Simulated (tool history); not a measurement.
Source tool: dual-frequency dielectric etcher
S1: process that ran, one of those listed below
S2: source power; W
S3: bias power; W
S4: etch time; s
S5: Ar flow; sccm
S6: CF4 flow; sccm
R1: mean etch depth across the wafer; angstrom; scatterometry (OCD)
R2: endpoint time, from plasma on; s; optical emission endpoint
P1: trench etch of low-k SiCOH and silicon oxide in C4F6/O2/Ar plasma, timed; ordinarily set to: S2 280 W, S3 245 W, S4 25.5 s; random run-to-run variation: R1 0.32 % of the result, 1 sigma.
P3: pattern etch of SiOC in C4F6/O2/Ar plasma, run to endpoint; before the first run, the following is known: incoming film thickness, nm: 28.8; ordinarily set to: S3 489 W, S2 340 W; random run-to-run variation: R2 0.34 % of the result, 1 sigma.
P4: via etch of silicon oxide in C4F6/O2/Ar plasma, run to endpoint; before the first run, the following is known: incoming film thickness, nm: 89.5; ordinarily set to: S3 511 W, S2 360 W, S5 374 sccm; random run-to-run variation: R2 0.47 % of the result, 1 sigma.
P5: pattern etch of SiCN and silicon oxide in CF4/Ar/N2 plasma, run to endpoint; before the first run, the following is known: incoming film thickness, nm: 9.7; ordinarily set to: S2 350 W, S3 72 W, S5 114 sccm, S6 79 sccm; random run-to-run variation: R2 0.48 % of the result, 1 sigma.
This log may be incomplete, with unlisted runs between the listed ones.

run  hour  S1   S2   S3    S4   S5  S6      R1      R2
  1   5.9  P1  280  245  25.5           785.69
  2    11  P1  280  245    20           615.37
  3  16.9  P1  280  299  25.5           845.76
  4  21.2  P5  350   47        114  79           16.28
  5  25.1  P1  280  245  25.5           781.62
  6  28.1  P1  280  245  36.5             1123
  7    33  P1  200  295  25.5            734.3
  8  38.4  P1  280  245  25.5           786.91
  9  41.9  P5  350   72        114  59          14.776
 10  46.7  P4  500  511        374              17.806
 11  50.6  P4  360  511        374              20.094
 12  56.6  P5  350   72        114  79          14.169
 13  61.7  P4  360  701        374              17.734
 14  67.6  P3  340  489                           10.6
 15  73.6  P1  380  245  18.5           636.64
 16  77.5  P1  280  245  25.5           778.66
 17  83.8  P1  350  245  25.5           854.48
 18    89  P5  350   72        143  79          14.584
 19  93.5  P3  340  338                         12.143

For run 20, what comes out?
 20  98.7  P4  360  511      266           ?

Run 20 measured R2 19.389 s.
